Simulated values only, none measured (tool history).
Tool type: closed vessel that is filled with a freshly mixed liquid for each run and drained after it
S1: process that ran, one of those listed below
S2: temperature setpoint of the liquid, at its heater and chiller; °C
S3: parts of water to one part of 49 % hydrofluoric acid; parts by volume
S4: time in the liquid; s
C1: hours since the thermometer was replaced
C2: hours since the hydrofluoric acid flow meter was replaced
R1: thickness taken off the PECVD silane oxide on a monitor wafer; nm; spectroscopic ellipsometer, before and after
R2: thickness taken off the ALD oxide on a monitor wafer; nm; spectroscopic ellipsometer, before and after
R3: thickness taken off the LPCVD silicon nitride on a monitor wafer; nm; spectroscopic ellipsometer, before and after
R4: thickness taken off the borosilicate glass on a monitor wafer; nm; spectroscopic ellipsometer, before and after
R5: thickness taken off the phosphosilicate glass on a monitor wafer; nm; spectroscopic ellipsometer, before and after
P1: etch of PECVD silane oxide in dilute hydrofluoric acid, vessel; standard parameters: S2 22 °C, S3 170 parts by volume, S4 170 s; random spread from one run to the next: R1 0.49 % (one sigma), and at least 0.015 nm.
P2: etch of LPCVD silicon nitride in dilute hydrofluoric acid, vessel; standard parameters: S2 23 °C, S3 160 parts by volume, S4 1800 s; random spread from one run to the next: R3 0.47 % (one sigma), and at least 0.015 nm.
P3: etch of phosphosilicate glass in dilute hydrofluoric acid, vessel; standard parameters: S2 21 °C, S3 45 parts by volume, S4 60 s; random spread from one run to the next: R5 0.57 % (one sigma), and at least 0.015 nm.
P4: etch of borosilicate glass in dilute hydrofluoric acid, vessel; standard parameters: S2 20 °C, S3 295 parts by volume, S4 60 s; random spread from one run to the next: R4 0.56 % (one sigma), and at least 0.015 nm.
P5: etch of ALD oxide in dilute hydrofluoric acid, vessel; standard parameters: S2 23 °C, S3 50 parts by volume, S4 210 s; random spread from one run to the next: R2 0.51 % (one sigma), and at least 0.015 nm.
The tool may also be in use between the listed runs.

Run 1, hour 7.6: S1 P1, S2 22 °C, S3 170 parts by volume, S4 170 s; C1 867.2; C2 293.2. Result: R1 43.215 nm.
Run 2, hour 15.9: S1 P1, S2 22 °C, S3 265 parts by volume, S4 40 s; C1 875.5; C2 301.5. Result: R1 5.901 nm.
Run 3, hour 24.4: S1 P1, S2 22 °C, S3 170 parts by volume, S4 170 s; C1 884; C2 310. Result: R1 42.981 nm.
Run 4, hour 33.9: S1 P1, S2 22 °C, S3 235 parts by volume, S4 170 s; C1 893.5; C2 319.5. Result: R1 29.552 nm.
Run 5, hour 41.7: S1 P5, S2 23 °C, S3 50 parts by volume, S4 210 s; C1 901.3; C2 327.3. Result: R2 47.152 nm.
Run 6, hour 50.1: S1 P1, S2 22 °C, S3 170 parts by volume, S4 170 s; C1 909.7; C2 335.7. Result: R1 43.216 nm.
Run 7, hour 59.1: S1 P2, S2 23 °C, S3 160 parts by volume, S4 1800 s; C1 918.7; C2 344.7. Result: R3 5.2611 nm.
Run 8, hour 65.3: S1 P2, S2 23 °C, S3 35 parts by volume, S4 1800 s; C1 924.9; C2 350.9. Result: R3 23.29 nm.
Run 9, hour 71.9: S1 P4, S2 17 °C, S3 295 parts by volume, S4 60 s; C1 931.5; C2 357.5. Result: R4 4.4221 nm.
Run 10, hour 79.8: S1 P3, S2 21 °C, S3 25 parts by volume, S4 60 s; C1 939.4; C2 365.4. Result: R5 140.01 nm.
Run 11, hour 88.6: S1 P4, S2 20 °C, S3 295 parts by volume, S4 60 s; C1 948.2; C2 374.2. Result: R4 4.8764 nm.
Run 12, hour 93.9: S1 P1, S2 22 °C, S3 170 parts by volume, S4 170 s; C1 953.5; C2 379.5. Result: R1 43.671 nm.
Run 13, hour 98.9: S1 P4, S2 20 °C, S3 155 parts by volume, S4 60 s; C1 958.5; C2 384.5. Result: R4 10.716 nm.
Run 14, hour 105.8: S1 P1, S2 22 °C, S3 170 parts by volume, S4 170 s; C1 965.4; C2 391.4. Result: R1 43.424 nm.
Run 15, hour 115.3: S1 P1, S2 22 °C, S3 170 parts by volume, S4 170 s; C1 974.9; C2 400.9. Result: R1 43.075 nm.
Run 16, hour 122: S1 P2, S2 23 °C, S3 160 parts by volume, S4 1800 s; C1 981.6; C2 407.6. Result: R3 5.2174 nm.
Run 17, hour 131.2: S1 P4, S2 20 °C, S3 295 parts by volume, S4 115 s; C1 990.8; C2 416.8. Result: R4 9.3442 nm.
Run 18, hour 140.5: S1 P2, S2 17 °C, S3 160 parts by volume, S4 1800 s; C1 1000.1; C2 426.1. Result: R3 3.5227 nm.
Run 19, hour 145.6: S1 P3, S2 21 °C, S3 45 parts by volume, S4 60 s; C1 1005.2; C2 431.2. Result: R5 76.867 nm.
Run 20, hour 154.2: S1 P5, S2 23 °C, S3 50 parts by volume, S4 320 s; C1 1013.8; C2 439.8. Result: R2 72.165 nm.
Run 21, hour 160.9: S1 P1, S2 27.5 °C, S3 170 parts by volume, S4 170 s; C1 1020.5; C2 446.5. Result: R1 53.689 nm.
Run 22, hour 166.2: S1 P1, S2 17 °C, S3 170 parts by volume, S4 170 s; C1 1025.8; C2 451.8. Result: R1 35.446 nm.
Run 23, hour 170.6: S1 P5, S2 17.5 °C, S3 50 parts by volume, S4 210 s; C1 1030.2; C2 456.2. Result: R2 37.141 nm.
At hour 174.6: thermometer replaced.
Run 24, hour 178.8: S1 P1, S2 22 °C, S3 170 parts by volume, S4 320 s; C1 4.3; C2 464.4. Result: R1 80.18 nm.
Run 25, hour 184.3: S1 P1, S2 22 °C, S3 85 parts by volume, S4 170 s; C1 9.8; C2 469.9. Result: R1 94.587 nm.
Run 26, hour 189.3: S1 P3, S2 25.5 °C, S3 45 parts by volume, S4 60 s; C1 14.8; C2 474.9. Result: R5 93.126 nm.
Run 27, hour 198.5: S1 P1, S2 22 °C, S3 170 parts by volume, S4 30 s; C1 24; C2 484.1. Result: R1 7.5922 nm.
Run 28, hour 204.7: S1 P1, S2 22 °C, S3 170 parts by volume, S4 170 s; C1 30.2; C2 490.3. Result: R1 42.742 nm.
Run 29, hour 209.9: S1 P5, S2 23 °C, S3 75 parts by volume, S4 210 s; C1 35.4; C2 495.5. Result: R2 30.388 nm.
Run 30, hour 215.1: S1 P2, S2 23 °C, S3 160 parts by volume, S4 30 s; C1 40.6; C2 500.7. Result: R3 0.098339 nm.
Run 31, hour 222.3: S1 P1, S2 22 °C, S3 245 parts by volume, S4 265 s; C1 47.8; C2 507.9. Result: R1 43.286 nm.
Run 32, hour 228.7: S1 P3, S2 21 °C, S3 45 parts by volume, S4 30 s; C1 54.2; C2 514.3. Result: R5 38.712 nm.
Run 33, hour 236.2: S1 P1, S2 22 °C, S3 170 parts by volume, S4 170 s; C1 61.7; C2 521.8. Result: R1 43.298 nm.
Run 34, hour 245.1: S1 P1, S2 22 °C, S3 170 parts by volume, S4 170 s; C1 70.6; C2 530.7. Result: R1 44.419 nm.
Run 35, hour 252.1: S1 P1, S2 22 °C, S3 170 parts by volume, S4 170 s; C1 77.6; C2 537.7. Result: R1 44.843 nm.
Run 36, hour 258.2: S1 P1, S2 22 °C, S3 170 parts by volume, S4 170 s; C1 83.7; C2 543.8. Result: R1 45.59 nm.
Run 37, hour 262.4: S1 P1, S2 22 °C, S3 170 parts by volume, S4 170 s; C1 87.9; C2 548. Result: R1 45.575 nm.
Run 38, hour 270.7: S1 P1, S2 22 °C, S3 170 parts by volume, S4 170 s; C1 96.2; C2 556.3. Result: R1 45.658 nm.
Run 39, hour 276.1: S1 P1, S2 22 °C, S3 170 parts by volume, S4 170 s; C1 101.6; C2 561.7. Result: R1 45.919 nm.
Run 40, hour 282.7: S1 P1, S2 22 °C, S3 170 parts by volume, S4 170 s; C1 108.2; C2 568.3. Result: R1 45.79 nm.
Run 41, hour 290.6: S1 P1, S2 22 °C, S3 170 parts by volume, S4 170 s; C1 116.1; C2 576.2. Result: R1 46.232 nm.
Run 42, hour 300: S1 P1, S2 22 °C, S3 170 parts by volume, S4 170 s; C1 125.5; C2 585.6. Result: R1 45.973 nm.
Run 43, hour 308.9: S1 P1, S2 22 °C, S3 170 parts by volume, S4 170 s; C1 134.4; C2 594.5. Result: R1 46.014 nm.

P1 has crept away from where it was. The log is fitted equally well by each of these 2 causes, at the sizes shown:
A: liquid hotter than its thermometer reads (K) = 1.68
B: hydrofluoric acid flow above the setpoint (%) = 5.58
The drift started at roughly hour 236.2.

Which of the 4 check runs listed below separates the causes, so that each cause would produce a clearly different result? Each run uses one wafer, and its results are marked with question marks.
Run check 1, hour 317.8: S1 P4, S2 20 °C, S3 295 parts by volume, S4 60 s. Result: R4 ?.
Run check 2, hour 317.8: S1 P2, S2 23 °C, S3 160 parts by volume, S4 1800 s. Result: R3 ?.
Run check 3, hour 317.8: S1 P5, S2 23 °C, S3 50 parts by volume, S4 210 s. Result: R2 ?.
Run check 4, hour 317.8: S1 P3, S2 21 °C, S3 45 parts by volume, S4 60 s. Result: R5 ?.

Outcome of each check run for each possible cause:
  check  result    if A    if B
check 1      R4  5.2112  5.2504
check 2      R3  5.8552  5.5443
check 3      R2   50.47   49.89
check 4      R5  82.626  81.534
Gap, in per cent, between the two causes that each check separates least, read from the result that separates them most: check 1 0.75 %; check 2 5.46 %; check 3 1.16 %; check 4 1.33 %
Of the check runs offered, only check 2 discriminates between the causes; the rest would read about the same regardless of which cause applies.

Check 2 was carried out, with these results: R3 5.5299 nm. Which of the listed causes is responsible?

The cause is B: hydrofluoric acid flow above the setpoint (%).
